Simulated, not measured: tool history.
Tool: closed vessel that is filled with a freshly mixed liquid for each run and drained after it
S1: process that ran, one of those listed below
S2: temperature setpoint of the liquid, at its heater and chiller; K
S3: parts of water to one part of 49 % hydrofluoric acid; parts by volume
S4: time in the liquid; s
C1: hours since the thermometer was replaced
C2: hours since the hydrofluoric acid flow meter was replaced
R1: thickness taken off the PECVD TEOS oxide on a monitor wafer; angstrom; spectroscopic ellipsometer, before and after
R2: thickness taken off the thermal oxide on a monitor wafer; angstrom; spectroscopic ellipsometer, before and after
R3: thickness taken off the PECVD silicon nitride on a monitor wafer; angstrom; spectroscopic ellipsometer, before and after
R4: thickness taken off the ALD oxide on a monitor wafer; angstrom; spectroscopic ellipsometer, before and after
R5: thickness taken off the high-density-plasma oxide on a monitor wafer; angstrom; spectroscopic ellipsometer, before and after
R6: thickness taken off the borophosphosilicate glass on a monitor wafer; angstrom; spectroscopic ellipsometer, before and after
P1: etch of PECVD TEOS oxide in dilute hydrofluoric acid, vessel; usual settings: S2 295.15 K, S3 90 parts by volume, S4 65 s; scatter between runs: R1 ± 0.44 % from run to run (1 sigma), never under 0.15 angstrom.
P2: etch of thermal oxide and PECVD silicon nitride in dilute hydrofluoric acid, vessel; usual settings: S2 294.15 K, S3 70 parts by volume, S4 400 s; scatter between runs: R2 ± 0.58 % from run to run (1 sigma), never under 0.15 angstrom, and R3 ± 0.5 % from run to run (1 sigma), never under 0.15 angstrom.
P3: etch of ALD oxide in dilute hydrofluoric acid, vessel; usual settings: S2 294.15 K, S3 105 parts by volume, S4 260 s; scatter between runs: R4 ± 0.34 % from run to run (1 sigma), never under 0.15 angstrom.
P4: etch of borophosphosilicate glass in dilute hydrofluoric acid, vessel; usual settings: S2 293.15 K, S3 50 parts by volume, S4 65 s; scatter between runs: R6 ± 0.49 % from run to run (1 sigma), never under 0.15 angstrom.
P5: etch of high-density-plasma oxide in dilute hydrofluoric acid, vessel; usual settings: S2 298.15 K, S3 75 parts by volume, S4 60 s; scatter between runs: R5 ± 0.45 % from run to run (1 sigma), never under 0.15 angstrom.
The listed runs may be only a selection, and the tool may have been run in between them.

run,hour,S1,S2,S3,S4,C1,C2,R1,R2,R3,R4,R5,R6
1,7.5,P1,295.15,90,65,599.8,256.2,66.074,,,,,
2,13.8,P1,295.15,25,65,606.1,262.5,257.46,,,,,
3,19.2,P2,290.15,70,400,611.5,267.9,,203.54,61.731,,,
4,23.9,P3,294.15,105,260,616.2,272.6,,,,261.4,,
5,31.2,P5,298.15,75,60,623.5,279.9,,,,,89.137,
6,35.3,P1,295.15,90,65,627.6,284,65.81,,,,,
7,42,P2,294.15,70,210,634.3,290.7,,124.61,42.76,,,
8,47.9,P1,301.15,90,65,640.2,296.6,82.772,,,,,
9,54.7,P5,298.15,140,60,647,303.4,,,,,43.472,
10,62.1,P1,295.15,90,120,654.4,310.8,121.96,,,,,
11,68.9,P1,295.15,90,65,661.2,317.6,66.014,,,,,
12,73.4,P3,294.15,60,260,665.7,322.1,,,,480.49,,
13,78.5,P5,298.15,75,115,670.8,327.2,,,,,169.3,
14,84.4,P3,300.65,105,260,676.7,333.1,,,,339.62,,
15,92.2,P1,295.15,90,65,684.5,340.9,66.328,,,,,
16,96.1,P2,294.15,25,400,688.4,344.8,,711.16,220.34,,,
17,103.2,P1,301.15,130,65,695.5,351.9,54.492,,,,,
18,108.5,P3,294.15,105,425,700.8,357.2,,,,429.17,,
19,115.4,P1,295.15,90,65,707.7,364.1,66.313,,,,,
20,120.9,P1,295.15,165,65,713.2,369.6,32.876,,,,,
21,124.4,P3,294.15,105,260,716.7,373.1,,,,262.49,,
22,130.4,P1,290.15,90,65,722.7,379.1,53.837,,,,,
23,137,P4,293.15,50,65,729.3,385.7,,,,,,460.67
24,144.8,P4,293.15,50,100,737.1,393.5,,,,,,710.84
25,150,P4,293.15,20,65,742.3,398.7,,,,,,1197.3
26,156.6,P5,290.15,75,60,748.9,405.3,,,,,64.091,
27,161,P2,294.15,70,400,753.3,409.7,,239.73,81.33,,,
28,168.3,P1,295.15,90,30,760.6,417,30.303,,,,,
29,174.1,P1,295.15,90,65,766.4,422.8,65.934,,,,,
30,180.2,P1,290.65,40,65,772.5,428.9,130.21,,,,,
31,184.7,P2,294.15,70,400,777,433.4,,237.96,80.922,,,
32,190.1,P4,300.15,50,65,782.4,438.8,,,,,,618.84
33,197.5,P1,295.15,90,65,789.8,446.2,66.171,,,,,
34,201.3,P1,295.15,90,65,793.6,450,67.364,,,,,
35,205.5,P1,295.15,90,65,797.8,454.2,67.795,,,,,
36,211.7,P1,295.15,90,65,804,460.4,69.111,,,,,
37,218.2,P1,295.15,90,65,810.5,466.9,70.178,,,,,
38,224.9,P1,295.15,90,65,817.2,473.6,70.909,,,,,
39,231.3,P1,295.15,90,65,823.6,480,70.949,,,,,
40,235.2,P1,295.15,90,65,827.5,483.9,71.82,,,,,
41,242,P1,295.15,90,65,834.3,490.7,70.976,,,,,
42,246.7,P1,295.15,90,65,839,495.4,72.129,,,,,
43,250.1,P1,295.15,90,65,842.4,498.8,71.584,,,,,
44,257.9,P1,295.15,90,65,850.2,506.6,71.891,,,,,

The output of P1 has drifted from where it used to be. Each of the 2 causes below, taken at the size shown beside it, accounts for the log equally well:
A: liquid hotter than its thermometer reads (K) = 2.18
B: hydrofluoric acid flow above the setpoint (%) = 8.27
The process output started creeping at around hour 197.5.

Question marks stand in for the results of the 4 check runs listed below, each run on one wafer. Under which run would the listed causes show clearly different results?
check 1,265.7,P4,293.15,50,65,,,,,,,,?
check 2,265.7,P5,298.15,75,60,,,,,,,?,
check 3,265.7,P3,294.15,105,260,,,,,,?,,
check 4,265.7,P2,294.15,70,400,,,,?,?,,,

What each check would give under each cause:
check,result,if A,if B
check 1,R6,505.32,501.43
check 2,R5,96.799,96.855
check 3,R4,285.78,286.07
check 4,R2,261.89,260.89
check 4,R3,93.727,87.381
Distance between the nearest two causes, measured in the result of the check that separates them most: check 1 0.77 %; check 2 0.06 %; check 3 0.1 %; check 4 7.01 %
The causes can be told apart only by check 4. The other checks would give nearly the same results under each of them.

Then check 4 was run and gave: R2 262.36 angstrom; R3 94.226 angstrom. Which cause is it?

It is A: liquid hotter than its thermometer reads (K).
